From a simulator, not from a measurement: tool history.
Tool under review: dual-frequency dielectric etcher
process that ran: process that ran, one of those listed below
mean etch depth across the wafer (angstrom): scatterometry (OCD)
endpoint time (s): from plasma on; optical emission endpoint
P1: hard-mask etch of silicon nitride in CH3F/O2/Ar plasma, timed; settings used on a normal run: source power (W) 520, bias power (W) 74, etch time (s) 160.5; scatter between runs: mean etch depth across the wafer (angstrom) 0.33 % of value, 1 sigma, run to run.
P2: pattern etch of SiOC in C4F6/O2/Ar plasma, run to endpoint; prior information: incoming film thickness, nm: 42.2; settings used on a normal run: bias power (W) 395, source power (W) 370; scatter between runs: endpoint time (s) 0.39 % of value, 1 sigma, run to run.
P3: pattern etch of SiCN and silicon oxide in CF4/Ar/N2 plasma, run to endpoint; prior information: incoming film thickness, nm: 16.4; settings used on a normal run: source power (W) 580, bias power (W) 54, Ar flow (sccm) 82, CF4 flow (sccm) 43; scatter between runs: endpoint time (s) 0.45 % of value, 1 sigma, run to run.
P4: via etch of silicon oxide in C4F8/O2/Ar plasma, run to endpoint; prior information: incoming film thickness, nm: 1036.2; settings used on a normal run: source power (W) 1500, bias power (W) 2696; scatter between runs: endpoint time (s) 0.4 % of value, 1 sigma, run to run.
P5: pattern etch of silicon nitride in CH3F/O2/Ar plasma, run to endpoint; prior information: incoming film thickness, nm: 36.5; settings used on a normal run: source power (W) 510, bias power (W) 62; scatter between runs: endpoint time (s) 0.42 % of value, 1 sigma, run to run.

run	hour	process that ran	source power (W)	bias power (W)	etch time (s)	Ar flow (sccm)	CF4 flow (sccm)	hours since the last wet clean	hours since the last source power generator calibration	hours since the last bias power generator calibration	mean etch depth across the wafer (angstrom)	endpoint time (s)
1	7.9	P1	520	74	160.5			98.8	2323.5	2392.5	1257.30	
2	21.3	P2	470	395				112.2	2336.9	2405.9		14.357
3	32.2	P1	520	74	211.5			123.1	2347.8	2416.8	1655.40	
4	41.9	P4	1500	2696				132.8	2357.5	2426.5		212.310
5	54.9	P3	580	54		57	43	145.8	2370.5	2439.5		16.305
6	67.3	P5	510	62				158.2	2382.9	2451.9		49.027
7	78.8	P1	520	74	160.5			169.7	2394.4	2463.4	1258.00	
8	86.3	P5	690	62				177.2	2401.9	2470.9		43.489
9	95.0	P4	1500	2696				185.9	2410.6	2479.6		214.160
10	103.4	P1	520	46	160.5			194.3	2419.0	2488.0	1085.10	
11	109.2	P1	520	74	160.5			200.1	2424.8	2493.8	1256.20	
12	119.4	P1	320	74	160.5			210.3	2435.0	2504.0	1049.30	
13	132.2	P3	580	54		82	43	223.1	2447.8	2516.8		17.539
14	144.5	P1	720	60	160.5			235.4	2460.1	2529.1	1328.50	
15	151.8	P1	680	74	160.5			242.7	2467.4	2536.4	1404.90	
16	162.7	P4	1500	1997				253.6	2478.3	2547.3		232.410
17	173.2	P3	580	69		82	43	264.1	2488.8	2557.8		15.977
18	181.0	P1	520	74	160.5			271.9	2496.6	2565.6	1254.40	
19	187.2	P4	1180	2696				278.1	2502.8	2571.8		233.620
20	194.3	P1	520	87	160.5			285.2	2509.9	2578.9	1326.70	
21	206.5	P1	520	74	160.5			297.4	2522.1	2591.1	1261.50	
22	217.9	P3	760	54		82	43	308.8	2533.5	2602.5		13.730
23	225.6	P1	520	74	160.5			316.5	2541.2	2610.2	1257.60	
24	235.3	P3	580	54		82	61	326.2	2550.9	2619.9		16.397
25	243.7	P1	520	74	90.0			334.6	2559.3	2628.3	705.62	
26	253.0	P5	510	79				343.9	2568.6	2637.6		45.440
27	260.7	P1	520	55	212.5			351.6	2576.3	2645.3	1517.30	
28	273.8	P2	370	232				364.7	2589.4	2658.4		18.924
29	280.3	P2	370	395				371.2	2595.9	2664.9		15.757
30	288.7	P1	520	47	90.5			379.6	2604.3	2673.3	612.69	
31	301.2	P1	520	74	160.5			392.1	2616.8	2685.8	1269.30	
32	308.9	P1	520	74	160.5			399.8	2624.5	2693.5	1250.00	
33	319.1	P1	520	74	160.5			410.0	2634.7	2703.7	1246.50	
34	325.0	P1	520	74	160.5			415.9	2640.6	2709.6	1247.40	
35	337.0	P1	520	74	160.5			427.9	2652.6	2721.6	1247.20	
36	345.5	P1	520	74	160.5			436.4	2661.1	2730.1	1242.20	
37	356.5	P1	520	74	160.5			447.4	2672.1	2741.1	1246.20	
# hour 358.5: wet clean of the chamber
38	369.0	P1	520	74	160.5			10.5	2684.6	2753.6	1236.90	
39	379.5	P1	520	74	160.5			21.0	2695.1	2764.1	1238.70	
40	387.7	P1	520	74	160.5			29.2	2703.3	2772.3	1239.70	
41	400.4	P1	520	74	160.5			41.9	2716.0	2785.0	1237.20	
42	409.9	P1	520	74	160.5			51.4	2725.5	2794.5	1237.70	

P1 no longer gives what it gave before; its output has crept away from where it was. The following 2 causes, each at its listed size, fit the log equally well:
A: source power that arrives under what is set, % = 4.18
B: bias power that arrives under what is set, % = 4.72
The gradual shift began around hour 301.2.
All other causes, with the reason each is excluded:
chamber walls in a state that lowers the etch rate, %: serviced at hour 358.5, after the drift had started, without restoring the earlier output

Which of the check runs below tells the causes apart, meaning the causes would give it clearly different results? Each run uses 3 wafers whose results are averaged, and each result is shown as a question mark.
check 1	419.4	P5	510	62								?
check 2	419.4	P2	370	395								?
check 3	419.4	P3	580	54		82	43					?
check 4	419.4	P4	1500	2696								?

What every check run would give for each of its results, assuming each possible cause in turn:
check	result	if A	if B
check 1	endpoint time (s)	49.696	49.652
check 2	endpoint time (s)	16.054	16.079
check 3	endpoint time (s)	18.110	17.711
check 4	endpoint time (s)	216.330	215.960
Per-check spread between the two closest causes, in the result where they differ most: check 1 0.09 %; check 2 0.15 %; check 3 2.22 %; check 4 0.17 %
Only check 3 tells the causes apart: in the others they would give nearly the same result.

Check 3 was carried out, with these results: endpoint time (s) 17.790. Which of the listed causes is responsible?

The correct cause is B, namely: bias power that arrives under what is set, %.
